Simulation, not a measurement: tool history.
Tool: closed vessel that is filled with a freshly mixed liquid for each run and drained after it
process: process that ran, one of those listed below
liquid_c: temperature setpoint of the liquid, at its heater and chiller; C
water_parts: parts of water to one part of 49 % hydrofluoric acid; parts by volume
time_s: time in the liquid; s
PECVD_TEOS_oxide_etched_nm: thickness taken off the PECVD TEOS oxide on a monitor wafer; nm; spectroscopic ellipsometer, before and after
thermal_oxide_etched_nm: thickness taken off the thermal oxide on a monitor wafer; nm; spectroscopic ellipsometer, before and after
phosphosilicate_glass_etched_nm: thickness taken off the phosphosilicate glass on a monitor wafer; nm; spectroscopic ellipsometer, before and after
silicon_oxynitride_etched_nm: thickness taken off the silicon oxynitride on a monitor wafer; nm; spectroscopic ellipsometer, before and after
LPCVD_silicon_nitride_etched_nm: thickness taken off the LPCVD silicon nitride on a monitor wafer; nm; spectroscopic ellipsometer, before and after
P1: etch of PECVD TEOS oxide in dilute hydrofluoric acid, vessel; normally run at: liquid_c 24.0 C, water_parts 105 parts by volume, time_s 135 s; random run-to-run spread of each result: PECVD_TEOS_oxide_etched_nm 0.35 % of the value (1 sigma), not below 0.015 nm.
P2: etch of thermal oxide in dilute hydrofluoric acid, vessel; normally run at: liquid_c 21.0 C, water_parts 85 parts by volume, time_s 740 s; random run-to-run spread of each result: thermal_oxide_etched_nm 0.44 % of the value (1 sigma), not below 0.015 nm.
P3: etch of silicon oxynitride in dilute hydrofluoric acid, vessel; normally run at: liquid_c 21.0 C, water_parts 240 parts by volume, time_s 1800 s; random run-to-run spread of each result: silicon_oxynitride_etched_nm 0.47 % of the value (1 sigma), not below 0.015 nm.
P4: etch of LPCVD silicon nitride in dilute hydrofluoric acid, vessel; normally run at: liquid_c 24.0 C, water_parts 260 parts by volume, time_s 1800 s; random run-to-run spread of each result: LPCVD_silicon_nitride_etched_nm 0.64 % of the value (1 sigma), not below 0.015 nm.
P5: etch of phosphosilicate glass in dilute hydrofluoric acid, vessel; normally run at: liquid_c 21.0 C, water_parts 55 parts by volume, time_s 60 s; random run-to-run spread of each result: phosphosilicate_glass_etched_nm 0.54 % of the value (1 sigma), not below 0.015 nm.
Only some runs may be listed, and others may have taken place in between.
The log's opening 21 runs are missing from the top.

| run | hour | process | liquid_c | water_parts | time_s | hours since the thermometer was replaced | hours since the hydrofluoric acid flow meter was replaced | PECVD_TEOS_oxide_etched_nm | thermal_oxide_etched_nm | phosphosilicate_glass_etched_nm | silicon_oxynitride_etched_nm | LPCVD_silicon_nitride_etched_nm |
|---|---|---|---|---|---|---|---|---|---|---|---|---|
| 22 | 284.5 | P1 | 24.0 | 185 | 135 | 1347.4 | 554.6 | 18.358 |  |  |  |  |
| 23 | 301.9 | P1 | 18.5 | 105 | 135 | 1364.8 | 572.0 | 28.234 |  |  |  |  |
| 24 | 318.0 | P4 | 24.0 | 410 | 1800 | 1380.9 | 588.1 |  |  |  |  | 2.4484 |
| 25 | 335.3 | P4 | 24.0 | 260 | 1800 | 1398.2 | 605.4 |  |  |  |  | 3.8349 |
| 26 | 345.2 | P5 | 21.0 | 20 | 60 | 1408.1 | 615.3 |  |  | 592.11 |  |  |
| 27 | 360.6 | P2 | 26.5 | 85 | 740 | 1423.5 | 630.7 |  | 44.558 |  |  |  |
| 28 | 376.9 | P2 | 21.0 | 135 | 740 | 1439.8 | 647.0 |  | 21.230 |  |  |  |
|  | 381.7 | thermometer replaced |
| 29 | 391.2 | P2 | 21.0 | 85 | 320 | 9.6 | 661.3 |  | 15.460 |  |  |  |
| 30 | 400.8 | P1 | 24.0 | 105 | 135 | 19.2 | 670.9 | 35.360 |  |  |  |  |
| 31 | 412.0 | P4 | 28.0 | 260 | 1800 | 30.4 | 682.1 |  |  |  |  | 4.9881 |
| 32 | 428.0 | P5 | 27.0 | 55 | 60 | 46.4 | 698.1 |  |  | 263.93 |  |  |
| 33 | 443.3 | P1 | 24.0 | 105 | 135 | 61.7 | 713.4 | 35.151 |  |  |  |  |
| 34 | 456.1 | P1 | 24.0 | 105 | 135 | 74.5 | 726.2 | 36.625 |  |  |  |  |
| 35 | 468.8 | P1 | 24.0 | 105 | 135 | 87.2 | 738.9 | 37.346 |  |  |  |  |
| 36 | 479.1 | P1 | 24.0 | 105 | 135 | 97.5 | 749.2 | 37.578 |  |  |  |  |
| 37 | 494.0 | P1 | 24.0 | 105 | 135 | 112.4 | 764.1 | 37.677 |  |  |  |  |
| 38 | 507.2 | P1 | 24.0 | 105 | 135 | 125.6 | 777.3 | 37.673 |  |  |  |  |

Estimate the outcome of run 39 from the log above:
| 39 | 520.1 | P1 | 24.0 | 105 | 135 | 138.5 | 790.2 | ? |  |  |  |  |

For run 39 the tool returned PECVD_TEOS_oxide_etched_nm 37.692 nm.

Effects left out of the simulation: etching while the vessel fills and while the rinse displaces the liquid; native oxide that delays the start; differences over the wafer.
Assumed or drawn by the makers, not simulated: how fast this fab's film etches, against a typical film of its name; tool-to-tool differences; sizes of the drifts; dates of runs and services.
